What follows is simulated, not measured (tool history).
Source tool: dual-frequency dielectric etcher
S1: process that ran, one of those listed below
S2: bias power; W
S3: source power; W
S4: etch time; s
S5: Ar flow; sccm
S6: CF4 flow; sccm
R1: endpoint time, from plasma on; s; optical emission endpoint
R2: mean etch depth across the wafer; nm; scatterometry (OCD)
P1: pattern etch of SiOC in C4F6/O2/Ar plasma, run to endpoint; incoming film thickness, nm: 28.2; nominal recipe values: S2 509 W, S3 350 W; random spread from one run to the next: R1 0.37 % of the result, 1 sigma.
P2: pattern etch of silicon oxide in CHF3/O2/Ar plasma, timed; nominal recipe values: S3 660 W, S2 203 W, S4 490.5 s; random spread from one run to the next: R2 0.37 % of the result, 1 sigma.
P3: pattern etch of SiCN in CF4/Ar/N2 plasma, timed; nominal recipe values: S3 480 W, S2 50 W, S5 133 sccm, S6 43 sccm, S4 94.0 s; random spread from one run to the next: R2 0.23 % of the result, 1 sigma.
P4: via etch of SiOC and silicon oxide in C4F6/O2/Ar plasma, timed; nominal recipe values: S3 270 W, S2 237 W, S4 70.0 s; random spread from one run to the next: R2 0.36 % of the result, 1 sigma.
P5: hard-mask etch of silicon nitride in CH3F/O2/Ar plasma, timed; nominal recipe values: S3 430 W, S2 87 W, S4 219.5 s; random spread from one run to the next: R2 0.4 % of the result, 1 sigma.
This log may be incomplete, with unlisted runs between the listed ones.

run	hour	S1	S2	S3	S4	S5	S6	R1	R2
1	5.4	P1	509	350				9.7038	
2	11.2	P4	237	270	70.0				74.229
3	15.4	P3	60	480	94.0	133	43		72.344
4	20.5	P1	509	460				8.8306	
5	23.6	P4	237	270	105.0				111.060
# hour 26.0: source power generator calibrated
6	26.8	P1	364	350				11.0290	
7	30.7	P5	87	430	219.5				169.150
8	36.2	P1	509	350				9.7632	
9	39.4	P3	50	580	94.0	133	43		79.726
10	44.7	P1	509	350				9.7746	
11	49.0	P4	237	340	70.0				80.845
12	53.0	P1	672	350				8.7998	
13	58.1	P5	70	430	219.5				156.440
14	63.2	P3	50	480	94.0	186	43		63.473
15	66.0	P2	203	660	490.5				1077.200
16	71.1	P3	50	480	94.0	133	43		67.649
17	74.1	P2	203	660	490.5				1082.200
18	78.8	P3	50	480	94.0	133	26		61.136
19	83.6	P4	237	270	70.0				73.547
20	87.7	P2	273	660	490.5				1195.500
21	90.5	P2	203	800	490.5				1157.100
22	95.2	P5	87	430	305.0				232.940
23	99.0	P1	509	350				9.7762	
24	103.0	P3	50	480	94.0	133	43		67.702
25	107.6	P4	331	270	70.0				82.975
26	113.7	P5	87	340	219.5				153.770
27	118.1	P1	509	350				9.7697	
28	121.4	P1	367	210				13.3400	

Predict the results of run 29:
29	126.0	P2	203	660	727.0				?

Logged for run 29: R2 1595.600 nm.

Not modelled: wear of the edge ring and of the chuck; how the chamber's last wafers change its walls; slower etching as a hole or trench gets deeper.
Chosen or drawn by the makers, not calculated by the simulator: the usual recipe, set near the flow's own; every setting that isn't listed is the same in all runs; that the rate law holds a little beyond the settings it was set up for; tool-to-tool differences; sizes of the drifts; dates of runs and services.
